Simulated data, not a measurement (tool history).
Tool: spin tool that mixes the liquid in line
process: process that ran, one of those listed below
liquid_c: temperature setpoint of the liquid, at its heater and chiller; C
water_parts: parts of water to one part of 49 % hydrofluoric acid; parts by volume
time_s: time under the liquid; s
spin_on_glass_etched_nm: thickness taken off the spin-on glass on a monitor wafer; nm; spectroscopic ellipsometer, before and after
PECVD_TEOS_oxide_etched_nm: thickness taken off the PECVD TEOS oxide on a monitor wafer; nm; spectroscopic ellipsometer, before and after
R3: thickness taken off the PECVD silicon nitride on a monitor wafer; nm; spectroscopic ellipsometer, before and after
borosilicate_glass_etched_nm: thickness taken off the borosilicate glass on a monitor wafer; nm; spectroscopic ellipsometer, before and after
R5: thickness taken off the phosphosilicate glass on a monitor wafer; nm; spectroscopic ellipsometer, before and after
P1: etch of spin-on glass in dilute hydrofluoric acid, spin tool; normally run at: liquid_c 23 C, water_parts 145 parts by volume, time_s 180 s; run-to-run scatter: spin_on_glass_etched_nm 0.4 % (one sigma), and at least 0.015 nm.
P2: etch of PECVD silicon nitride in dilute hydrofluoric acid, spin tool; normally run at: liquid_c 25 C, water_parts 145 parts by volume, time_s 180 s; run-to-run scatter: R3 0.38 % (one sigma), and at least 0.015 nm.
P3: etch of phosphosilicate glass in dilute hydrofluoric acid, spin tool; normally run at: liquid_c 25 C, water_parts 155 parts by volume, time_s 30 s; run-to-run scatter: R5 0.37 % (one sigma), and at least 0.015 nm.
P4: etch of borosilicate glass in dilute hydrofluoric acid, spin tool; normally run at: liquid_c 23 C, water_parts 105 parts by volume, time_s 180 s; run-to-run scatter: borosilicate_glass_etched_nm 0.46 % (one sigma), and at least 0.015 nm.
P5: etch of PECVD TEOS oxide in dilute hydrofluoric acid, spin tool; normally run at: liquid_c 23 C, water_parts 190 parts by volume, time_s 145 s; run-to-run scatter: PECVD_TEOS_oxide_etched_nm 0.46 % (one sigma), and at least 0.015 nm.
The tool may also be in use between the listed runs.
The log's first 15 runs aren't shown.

run 16 hour=162.5 | process=P3 liquid_c=25 water_parts=245 time_s=30 | R5=9.9774
run 17 hour=177.7 | process=P1 liquid_c=27.5 water_parts=145 time_s=60 | spin_on_glass_etched_nm=11.999
run 18 hour=188.2 | process=P5 liquid_c=23 water_parts=190 time_s=145 | PECVD_TEOS_oxide_etched_nm=6.2326
run 19 hour=197.6 | process=P4 liquid_c=17 water_parts=105 time_s=180 | borosilicate_glass_etched_nm=27.28
run 20 hour=205.6 | process=P2 liquid_c=25 water_parts=145 time_s=180 | R3=5.1288
run 21 hour=219.8 | process=P5 liquid_c=23 water_parts=190 time_s=260 | PECVD_TEOS_oxide_etched_nm=11.115
run 22 hour=229.1 | process=P3 liquid_c=25 water_parts=155 time_s=30 | R5=17.418
run 23 hour=238 | process=P4 liquid_c=23 water_parts=105 time_s=180 | borosilicate_glass_etched_nm=35.036
run 24 hour=248.1 | process=P3 liquid_c=18.5 water_parts=155 time_s=30 | R5=13.587
run 25 hour=261.3 | process=P3 liquid_c=25 water_parts=155 time_s=30 | R5=17.406
run 26 hour=276.4 | process=P5 liquid_c=23 water_parts=190 time_s=145 | PECVD_TEOS_oxide_etched_nm=6.3125
run 27 hour=286.1 | process=P2 liquid_c=17 water_parts=145 time_s=180 | R3=3.0135
run 28 hour=298.3 | process=P1 liquid_c=26.5 water_parts=145 time_s=350 | spin_on_glass_etched_nm=67.398
run 29 hour=311.5 | process=P4 liquid_c=23 water_parts=105 time_s=295 | borosilicate_glass_etched_nm=57.447
run 30 hour=319 | process=P1 liquid_c=23 water_parts=145 time_s=180 | spin_on_glass_etched_nm=30.216
run 31 hour=328.7 | process=P1 liquid_c=29.5 water_parts=145 time_s=180 | spin_on_glass_etched_nm=38.688
run 32 hour=344 | process=P1 liquid_c=23 water_parts=145 time_s=180 | spin_on_glass_etched_nm=30.445

Run 33 comes next. What will it give?
run 33 hour=357.4 | process=P1 liquid_c=23 water_parts=145 time_s=180 | spin_on_glass_etched_nm=?

{"run 33": {"spin_on_glass_etched_nm": 30.322}}
